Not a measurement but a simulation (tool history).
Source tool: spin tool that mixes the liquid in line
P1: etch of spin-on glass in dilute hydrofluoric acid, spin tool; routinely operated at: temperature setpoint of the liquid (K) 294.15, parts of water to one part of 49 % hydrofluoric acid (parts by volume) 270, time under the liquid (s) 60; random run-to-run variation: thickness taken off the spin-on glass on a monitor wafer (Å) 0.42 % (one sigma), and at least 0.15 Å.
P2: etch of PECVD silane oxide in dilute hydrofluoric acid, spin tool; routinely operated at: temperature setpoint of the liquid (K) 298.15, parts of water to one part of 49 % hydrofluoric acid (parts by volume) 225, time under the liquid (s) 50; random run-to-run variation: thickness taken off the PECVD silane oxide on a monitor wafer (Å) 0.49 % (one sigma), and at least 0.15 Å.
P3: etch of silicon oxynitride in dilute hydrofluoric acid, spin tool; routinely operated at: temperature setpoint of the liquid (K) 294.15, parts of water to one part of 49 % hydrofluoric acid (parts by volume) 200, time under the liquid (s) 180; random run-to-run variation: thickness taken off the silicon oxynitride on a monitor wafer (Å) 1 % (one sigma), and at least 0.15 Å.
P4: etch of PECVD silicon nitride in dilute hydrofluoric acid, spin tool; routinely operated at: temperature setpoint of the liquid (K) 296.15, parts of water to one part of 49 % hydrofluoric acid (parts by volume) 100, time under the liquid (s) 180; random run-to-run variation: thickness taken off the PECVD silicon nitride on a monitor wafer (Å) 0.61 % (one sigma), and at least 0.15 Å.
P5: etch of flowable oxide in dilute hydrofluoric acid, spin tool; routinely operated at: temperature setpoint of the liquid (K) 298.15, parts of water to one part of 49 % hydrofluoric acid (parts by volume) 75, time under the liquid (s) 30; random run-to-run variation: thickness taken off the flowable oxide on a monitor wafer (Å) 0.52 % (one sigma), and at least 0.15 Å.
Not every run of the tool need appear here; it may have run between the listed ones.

run	hour	process that ran	temperature setpoint of the liquid (K)	parts of water to one part of 49 % hydrofluoric acid (parts by volume)	time under the liquid (s)	hours since the thermometer was replaced	hours since the hydrofluoric acid flow meter was replaced	thickness taken off the spin-on glass on a monitor wafer (Å)	thickness taken off the silicon oxynitride on a monitor wafer (Å)	thickness taken off the PECVD silicon nitride on a monitor wafer (Å)	thickness taken off the flowable oxide on a monitor wafer (Å)	thickness taken off the PECVD silane oxide on a monitor wafer (Å)
1	15.2	P1	294.15	270	60	374.8	551.1	78.02				
2	31.4	P3	301.65	200	180	391	567.3		34.721			
3	43.9	P4	296.15	100	180	403.5	579.8			39.57		
4	59.4	P1	298.65	270	60	419	595.3	91.921				
5	69.4	P5	298.15	140	30	429	605.3				105.78	
6	83.6	P4	296.15	100	180	443.2	619.5			39.075		
7	97.1	P5	298.15	75	65	456.7	633				465.91	
8	114.1	P2	298.15	390	50	473.7	650					24.759
9	130.3	P2	298.15	225	50	489.9	666.2					50.713
10	147.6	P3	294.15	200	70	507.2	683.5		9.25			
11	156.3	P1	294.15	120	60	515.9	692.2	204.56				
12	171.3	P1	290.15	270	60	530.9	707.2	67.026				
13	179.8	P1	294.15	270	110	539.4	715.7	143.17				
14	196.6	P5	298.15	75	30	556.2	732.5				214.62	
15	206.8	P1	294.15	270	60	566.4	742.7	78.152				
16	217.1	P5	304.65	75	30	576.7	753				282.2	
17	227.3	P2	298.15	225	15	586.9	763.2					15.25
18	238.1	P2	298.15	225	50	597.7	774					50.53
19	251.6	P1	294.15	115	90	611.2	787.5	324.23				
20	264.6	P1	300.65	270	100	624.2	800.5	163.85				
21	280.2	P3	294.15	315	180	639.8	816.1		14.628			
22	294.7	P3	294.15	200	180	654.3	830.6		24.755			
23	307.9	P4	296.15	25	180	667.5	843.8			152.56		
24	315.7	P1	294.15	430	60	675.3	851.6	42.568				
25	332.6	P2	290.65	225	50	692.2	868.5					37.704
26	340.8	P3	294.15	200	180	700.4	876.7		24.455			
27	353.9	P5	298.15	75	30	713.5	889.8				214.72	
28	370.1	P4	296.15	100	15	729.7	906			3.5383		
29	385	P1	294.15	270	60	744.6	920.9	78.573				
30	392.6	P4	303.15	100	180	752.2	928.5			62.15		
31	407.2	P1	294.15	270	15	766.8	943.1	19.735				
32	417.2	P1	290.15	270	110	776.8	953.1	123.54				
33	431.2	P1	294.15	270	60	790.8	967.1	77.678				
34	444.2	P1	294.15	270	60	803.8	980.1	78.082				
35	452.7	P1	294.15	270	60	812.3	988.6	78.934				
36	468.1	P1	294.15	270	60	827.7	1004	81.194				
37	485.1	P1	294.15	270	60	844.7	1021	81.814				
38	500	P1	294.15	270	60	859.6	1035.9	82.066				
39	514.7	P1	294.15	270	60	874.3	1050.6	82.049				
40	526.6	P1	294.15	270	60	886.2	1062.5	82.556				
41	536	P1	294.15	270	60	895.6	1071.9	82.113				
42	544.6	P1	294.15	270	60	904.2	1080.5	82.912				

The output of P1 has drifted from where it used to be. Each of the 2 causes below, taken at the size shown beside it, accounts for the log equally well:
A: hydrofluoric acid flow above the setpoint (%) = 4.54
B: liquid hotter than its thermometer reads (K) = 1.53
The creep began at about hour 444.2.

Each of the check runs listed below is run on 3 wafers and reports their average, with the results left as question marks. Pick the one under which the possible causes would lead to clearly different results.
check 1	553.2	P5	298.15	135	60						?	
check 2	553.2	P3	301.15	200	180				?			
check 3	553.2	P4	296.15	100	55					?		
check 4	553.2	P2	291.15	370	50							?

Predicted outcomes, by check and by cause:
check	result	if A	if B
check 1	thickness taken off the flowable oxide on a monitor wafer (Å)	234.75	236.32
check 2	thickness taken off the silicon oxynitride on a monitor wafer (Å)	35.664	36.135
check 3	thickness taken off the PECVD silicon nitride on a monitor wafer (Å)	12.631	13.377
check 4	thickness taken off the PECVD silane oxide on a monitor wafer (Å)	22.127	22.066
Per-check spread between the two closest causes, in the result where they differ most: check 1 0.67 %; check 2 1.31 %; check 3 5.74 %; check 4 0.27 %
Check 3 is the one run that separates the causes; every other check would come out nearly the same whichever cause is at work.

Here is what check 3 returned: thickness taken off the PECVD silicon nitride on a monitor wafer (Å) 13.329. Which cause is it?

B is the cause: liquid hotter than its thermometer reads (K).
